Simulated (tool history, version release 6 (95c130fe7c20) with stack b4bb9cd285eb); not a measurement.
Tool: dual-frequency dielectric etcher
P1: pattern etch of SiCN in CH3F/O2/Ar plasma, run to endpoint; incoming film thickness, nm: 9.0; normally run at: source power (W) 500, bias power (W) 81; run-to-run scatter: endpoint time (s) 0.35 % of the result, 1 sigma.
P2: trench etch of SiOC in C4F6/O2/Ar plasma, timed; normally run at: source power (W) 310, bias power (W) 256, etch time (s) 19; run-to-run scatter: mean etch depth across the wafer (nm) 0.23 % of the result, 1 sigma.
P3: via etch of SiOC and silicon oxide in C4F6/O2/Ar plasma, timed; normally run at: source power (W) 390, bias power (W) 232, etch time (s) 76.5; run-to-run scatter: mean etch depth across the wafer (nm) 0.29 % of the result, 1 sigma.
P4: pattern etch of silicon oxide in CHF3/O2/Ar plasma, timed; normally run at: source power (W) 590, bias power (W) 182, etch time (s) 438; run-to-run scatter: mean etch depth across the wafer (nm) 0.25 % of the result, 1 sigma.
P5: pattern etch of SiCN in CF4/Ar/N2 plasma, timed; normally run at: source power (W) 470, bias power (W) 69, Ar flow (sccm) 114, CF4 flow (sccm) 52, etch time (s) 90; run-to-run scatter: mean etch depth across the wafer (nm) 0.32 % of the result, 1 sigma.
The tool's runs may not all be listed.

run    day  process that ran  source power (W)  bias power (W)  Ar flow (sccm)  CF4 flow (sccm)  etch time (s)  hours since the last wet clean  hours since the last source power generator calibration  hours since the last bias power generator calibration  endpoint time (s)  mean etch depth across the wafer (nm)
  1  0.196                P1               500              81                                                                            75.3                                                    882.9                                                 1766.1             20.979
  2  0.429                P1               600              81                                                                            80.9                                                    888.5                                                 1771.7             19.784
  3  0.671                P1               680              63                                                                            86.7                                                    894.3                                                 1777.5             20.476
  4  0.904                P5               470              69              82               52             90                            92.3                                                    899.9                                                 1783.1                                                    77.456
  5  1.154                P1               500              81                                                                            98.3                                                    905.9                                                 1789.1             21.021
  6  1.358                P1               500              81                                                                           103.2                                                    910.8                                                   1794             21.186
  7  1.492                P2               310             256                                            10.5                           106.4                                                      914                                                 1797.2                                                     21.86
  8  1.738                P1               500              81                                                                           112.3                                                    919.9                                                 1803.1             21.027
  9  1.992                P4               590             182                                           560.5                           118.4                                                      926                                                 1809.2                                                    1096.2
 10  2.158                P4               360             182                                             438                           122.4                                                      930                                                 1813.2                                                    709.78
 11  2.433                P2               180             256                                              19                             129                                                    936.6                                                 1819.8                                                    32.273
 12  2.692                P5               470              69             114               73             90                           135.2                                                    942.8                                                   1826                                                    77.432
 13  2.875                P3               240             232                                            76.5                           139.6                                                    947.2                                                 1830.4                                                    77.232
 14  3.146                P2               310             256                                              19                           146.1                                                    953.7                                                 1836.9                                                    39.739
 15  3.408                P1               500              81                                                                           152.4                                                      960                                                 1843.2              21.16
 16  3.675                P1               350              81                                                                           158.8                                                    966.4                                                 1849.6             24.124
 17  3.808                P3               390             232                                            76.5                             162                                                    969.6                                                 1852.8                                                    93.736
 18    4.1                P5               470              94             114               52             90                             169                                                    976.6                                                 1859.8                                                    82.314
 19  4.292                P5               470              69             114               52          113.5                           173.6                                                    981.2                                                 1864.4                                                    93.087
     4.442  -- bias power generator calibrated
 20  4.512                P5               470              69             114               52             90                           178.9                                                    986.5                                                    1.7                                                     73.02
 21  4.775                P5               340              69             114               52             90                           185.2                                                    992.8                                                      8                                                    55.367
 22  4.958                P1               390              61                                                                           189.6                                                    997.2                                                   12.4             25.691
     5.138  -- wet clean of the chamber
 23  5.217                P4               590             182                                             438                               2                                                   1003.4                                                   18.6                                                    854.73
 24  5.396                P3               390             232                                             111                             6.3                                                   1007.7                                                   22.9                                                    135.14
 25  5.567                P5               470              69             114               52             90                            10.4                                                   1011.8                                                     27                                                    73.635
 26  5.775                P2               310             156                                              19                            15.4                                                   1016.8                                                     32                                                    33.696
 27  5.954                P1               500              50                                                                            19.7                                                   1021.1                                                   36.3             24.836
 28  6.225                P1               500             111                                                                            26.2                                                   1027.6                                                   42.8             18.909
 29  6.446                P4               590             228                                             438                            31.5                                                   1032.9                                                   48.1                                                    917.49
 30  6.642                P1               500              81                                                                            36.2                                                   1037.6                                                   52.8             21.102
 31    6.9                P3               390             149                                            76.5                            42.4                                                   1043.8                                                     59                                                    80.628
 32  7.133                P2               310             256                                              19                              48                                                   1049.4                                                   64.6                                                    39.826
 33  7.308                P1               500              81                                                                            52.2                                                   1053.6                                                   68.8              21.17
 34  7.483                P1               500              81                                                                            56.4                                                   1057.8                                                     73               21.3
 35  7.742                P1               500              81                                                                            62.6                                                     1064                                                   79.2             21.453

The next listed run, before its measurement:
 36  7.921                P1               500              81                                                                            66.9                                                   1068.3                                                   83.5                  ?

Run 36 gave endpoint time (s) 21.404.
